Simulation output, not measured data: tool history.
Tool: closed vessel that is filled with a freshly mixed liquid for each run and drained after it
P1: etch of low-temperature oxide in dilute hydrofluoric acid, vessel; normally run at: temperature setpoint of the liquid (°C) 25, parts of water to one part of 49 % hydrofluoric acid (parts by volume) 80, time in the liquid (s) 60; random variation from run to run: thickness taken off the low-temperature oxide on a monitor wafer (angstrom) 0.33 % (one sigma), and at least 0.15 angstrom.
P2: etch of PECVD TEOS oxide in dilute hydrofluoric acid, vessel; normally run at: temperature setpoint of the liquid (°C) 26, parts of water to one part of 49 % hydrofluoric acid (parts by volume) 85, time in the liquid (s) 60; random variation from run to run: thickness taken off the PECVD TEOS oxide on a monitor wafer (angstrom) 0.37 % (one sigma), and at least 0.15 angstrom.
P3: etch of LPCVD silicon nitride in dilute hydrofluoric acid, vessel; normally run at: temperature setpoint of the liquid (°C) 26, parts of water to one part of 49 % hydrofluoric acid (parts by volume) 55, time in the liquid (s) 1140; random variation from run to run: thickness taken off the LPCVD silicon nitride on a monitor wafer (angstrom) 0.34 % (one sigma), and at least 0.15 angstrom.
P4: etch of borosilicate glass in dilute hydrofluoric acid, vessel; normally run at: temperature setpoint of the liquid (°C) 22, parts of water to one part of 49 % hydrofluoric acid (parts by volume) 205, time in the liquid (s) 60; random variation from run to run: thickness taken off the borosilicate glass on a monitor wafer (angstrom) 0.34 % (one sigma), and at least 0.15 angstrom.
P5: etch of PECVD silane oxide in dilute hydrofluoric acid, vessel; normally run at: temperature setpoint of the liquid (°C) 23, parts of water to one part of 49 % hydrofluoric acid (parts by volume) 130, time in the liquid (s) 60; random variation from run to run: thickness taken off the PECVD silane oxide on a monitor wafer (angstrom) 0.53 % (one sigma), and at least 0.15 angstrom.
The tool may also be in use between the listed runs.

run     day  process that ran  temperature setpoint of the liquid (°C)  parts of water to one part of 49 % hydrofluoric acid (parts by volume)  time in the liquid (s)  hours since the thermometer was replaced  hours since the hydrofluoric acid flow meter was replaced  thickness taken off the low-temperature oxide on a monitor wafer (angstrom)  thickness taken off the PECVD silane oxide on a monitor wafer (angstrom)  thickness taken off the PECVD TEOS oxide on a monitor wafer (angstrom)  thickness taken off the LPCVD silicon nitride on a monitor wafer (angstrom)  thickness taken off the borosilicate glass on a monitor wafer (angstrom)
  1    0.35                P1                                       25                                                                      80                      60                                     710.8                                                      341.2                                                                       157.33
  2   0.958                P5                                       23                                                                     130                      60                                     725.4                                                      355.8                                                                                                                                                 137.04
  3   1.408                P1                                       25                                                                      80                      30                                     736.2                                                      366.6                                                                       78.665
  4   1.871                P1                                     18.5                                                                      80                      30                                     747.3                                                      377.7                                                                       60.096
  5   2.204                P1                                       25                                                                      80                      60                                     755.3                                                      385.7                                                                       158.29
  6   2.912                P2                                       22                                                                      85                      60                                     772.3                                                      402.7                                                                                                                                                                                                                         186.59
  7   3.483                P1                                       25                                                                      80                      60                                       786                                                      416.4                                                                       157.54
  8   3.883                P5                                       23                                                                     130                      60                                     795.6                                                        426                                                                                                                                                 135.91
  9   4.412                P1                                       32                                                                      80                      60                                     808.3                                                      438.7                                                                       206.85
 10   4.992                P1                                       25                                                                     120                      35                                     822.2                                                      452.6                                                                       58.135
 11   5.458                P1                                       25                                                                      80                      60                                     833.4                                                      463.8                                                                       157.09
 12   6.154                P3                                       26                                                                      55                    1140                                     850.1                                                      480.5                                                                                                                                                                                                                                                                                                      116.62
 13   6.871                P5                                       17                                                                     130                      60                                     867.3                                                      497.7                                                                                                                                                 106.25
 14   7.525                P4                                     28.5                                                                     205                      60                                       883                                                      513.4                                                                                                                                                                                                                                                                                                                                                                                138.76
 15   8.212                P1                                     20.5                                                                      20                      60                                     899.5                                                      529.9                                                                       564.36
 16     8.8                P2                                       26                                                                     130                      60                                     913.6                                                        544                                                                                                                                                                                                                         135.67
 17   9.362                P1                                       25                                                                     120                      60                                     927.1                                                      557.5                                                                       100.16
 18  10.092                P4                                       22                                                                     205                      60                                     944.6                                                        575                                                                                                                                                                                                                                                                                                                                                                                109.25
 19  10.671                P1                                       25                                                                      80                      60                                     958.5                                                      588.9                                                                       157.63
 20  11.333                P2                                       26                                                                      85                      60                                     974.4                                                      604.8                                                                                                                                                                                                                         220.54
 21  12.038                P5                                       23                                                                     230                      60                                     991.3                                                      621.7                                                                                                                                                 69.289
 22  12.504                P5                                       23                                                                     130                      30                                    1002.5                                                      632.9                                                                                                                                                 67.992
 23  13.212                P4                                       22                                                                      75                      60                                    1019.5                                                      649.9                                                                                                                                                                                                                                                                                                                                                                                345.73
 24  13.862                P4                                       22                                                                     205                      30                                    1035.1                                                      665.5                                                                                                                                                                                                                                                                                                                                                                                54.485

Forecast run 25:
 25  14.45                P3                                     21.5                                                                      55                    1140                                    1049.2                                                      679.6                                                                                                                                                                                                                                                                                                           ?

thickness taken off the LPCVD silicon nitride on a monitor wafer (angstrom): 86.141

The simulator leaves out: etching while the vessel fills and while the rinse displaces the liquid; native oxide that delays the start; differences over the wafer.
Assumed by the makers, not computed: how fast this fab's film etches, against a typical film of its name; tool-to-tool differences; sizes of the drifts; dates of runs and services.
